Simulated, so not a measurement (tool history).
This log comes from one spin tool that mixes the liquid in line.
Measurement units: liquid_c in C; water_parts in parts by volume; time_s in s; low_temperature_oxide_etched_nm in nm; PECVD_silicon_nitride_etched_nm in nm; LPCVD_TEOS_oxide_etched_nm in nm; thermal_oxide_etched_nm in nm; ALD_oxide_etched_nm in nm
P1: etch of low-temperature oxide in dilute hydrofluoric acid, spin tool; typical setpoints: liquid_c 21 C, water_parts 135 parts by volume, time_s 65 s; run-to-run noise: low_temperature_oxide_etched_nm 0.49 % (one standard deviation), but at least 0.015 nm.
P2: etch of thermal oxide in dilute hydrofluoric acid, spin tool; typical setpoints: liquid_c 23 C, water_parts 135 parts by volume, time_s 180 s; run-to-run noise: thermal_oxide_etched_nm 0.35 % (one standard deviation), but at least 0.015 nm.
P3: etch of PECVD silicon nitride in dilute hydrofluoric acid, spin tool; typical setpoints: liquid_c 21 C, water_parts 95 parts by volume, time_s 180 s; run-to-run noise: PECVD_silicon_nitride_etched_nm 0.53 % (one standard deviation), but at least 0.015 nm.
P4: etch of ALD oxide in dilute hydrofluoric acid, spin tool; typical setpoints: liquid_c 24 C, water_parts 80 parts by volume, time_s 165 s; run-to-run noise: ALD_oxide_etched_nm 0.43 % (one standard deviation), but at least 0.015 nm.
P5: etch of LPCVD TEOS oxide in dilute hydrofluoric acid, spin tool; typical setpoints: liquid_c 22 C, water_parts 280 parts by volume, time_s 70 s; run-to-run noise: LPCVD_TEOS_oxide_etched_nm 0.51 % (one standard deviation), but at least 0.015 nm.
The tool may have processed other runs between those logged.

run	day	process	liquid_c	water_parts	time_s	hours since the thermometer was replaced	hours since the hydrofluoric acid flow meter was replaced	low_temperature_oxide_etched_nm	PECVD_silicon_nitride_etched_nm	LPCVD_TEOS_oxide_etched_nm	thermal_oxide_etched_nm	ALD_oxide_etched_nm
1	0.242	P1	21	135	65	488.2	573.3	7.7445				
2	0.504	P1	21	135	65	494.5	579.6	7.6984				
3	0.796	P1	21	135	65	501.5	586.6	7.6554				
4	0.95	P3	21	95	340	505.2	590.3		13.486			
5	1.158	P3	21	95	180	510.2	595.3		7.146			
6	1.367	P5	22	170	70	515.2	600.3			9.2445		
7	1.521	P2	23	35	180	518.9	604				26.062	
8	1.792	P1	21	135	65	525.4	610.5	7.7008				
9	2.096	P1	21	70	65	532.7	617.8	15.892				
# day 2.188: hydrofluoric acid flow meter replaced
10	2.254	P1	21	135	125	536.5	1.6	14.611				
11	2.5	P1	21	250	65	542.4	7.5	3.6953				
12	2.658	P4	24	80	20	546.2	11.3					4.2534
13	2.908	P1	17	135	65	552.2	17.3	6.566				
14	3.108	P2	19	135	180	557	22.1				5.0758	
15	3.362	P3	21	55	180	563.1	28.2		12.206			
16	3.538	P2	23	135	20	567.3	32.4				0.65364	
17	3.788	P4	32	80	165	573.3	38.4					47.828
18	3.979	P2	23	135	180	577.9	43				5.9614	
19	4.154	P1	25.5	35	65	582.1	47.2	40.445				
20	4.412	P5	22	280	15	588.3	53.4			1.082		
21	4.646	P3	29.5	95	180	593.9	59		12.329			
22	4.896	P4	24	80	165	599.9	65					35.065
23	5.133	P4	24	40	165	605.6	70.7					74.008
24	5.279	P3	21	95	180	609.1	74.2		7.1411			
25	5.579	P5	22	280	70	616.3	81.4			5.0242		
26	5.862	P1	21	135	65	623.1	88.2	7.6101				
27	6.088	P5	17	280	70	628.5	93.6			4.1844		
28	6.3	P1	28.5	135	65	633.6	98.7	10.123				
29	6.579	P1	29	135	15	640.3	105.4	2.3892				
30	6.733	P1	21	135	35	644	109.1	4.1341				
31	6.942	P1	21	135	65	649	114.1	7.6977				
32	7.267	P1	21	135	65	656.8	121.9	7.9952				
33	7.446	P1	21	135	65	661.1	126.2	8.0628				
34	7.604	P1	21	135	65	664.9	130	8.0439				
35	7.754	P1	21	135	65	668.5	133.6	8.1789				
36	8.017	P1	21	135	65	674.8	139.9	8.1789				
37	8.325	P1	21	135	65	682.2	147.3	8.2179				
38	8.571	P1	21	135	65	688.1	153.2	8.333				
39	8.779	P1	21	135	65	693.1	158.2	8.355				
40	9.096	P1	21	135	65	700.7	165.8	8.2903				
41	9.25	P1	21	135	65	704.4	169.5	8.3486				
42	9.571	P1	21	135	65	712.1	177.2	8.3745				

The output of P1 has drifted from where it used to be. Each of the 2 causes below, taken at the size shown beside it, accounts for the log equally well:
A: liquid hotter than its thermometer reads (K) = 2.13
B: hydrofluoric acid flow above the setpoint (%) = 7.58
Onset of the creep was near day 6.942.

Below are 4 check runs, each on a single wafer, with their results shown as question marks. Which of them would tell the listed causes apart, meaning the causes would give clearly different results under it?
check 1	9.892	P5	17	175	70					?		
check 2	9.892	P4	30.5	80	85							?
check 3	9.892	P3	28.5	95	250				?			
check 4	9.892	P2	23	90	180						?	

Expected result of each check under each candidate cause:
check	result	if A	if B
check 1	LPCVD_TEOS_oxide_etched_nm	7.9829	7.9795
check 2	ALD_oxide_etched_nm	25.168	25.201
check 3	PECVD_silicon_nitride_etched_nm	18.607	17.497
check 4	thermal_oxide_etched_nm	10.247	10.205
Smallest distance between any two causes, each pair judged by its most separating result, in per cent: check 1 0.04 %; check 2 0.13 %; check 3 6.15 %; check 4 0.42 %
Check 3 tells the causes apart: in the others they would give nearly the same result.

Check 3 has now been run. It gave: PECVD_silicon_nitride_etched_nm 18.739 nm. Which of the candidate causes is it?

A is the cause: liquid hotter than its thermometer reads (K).
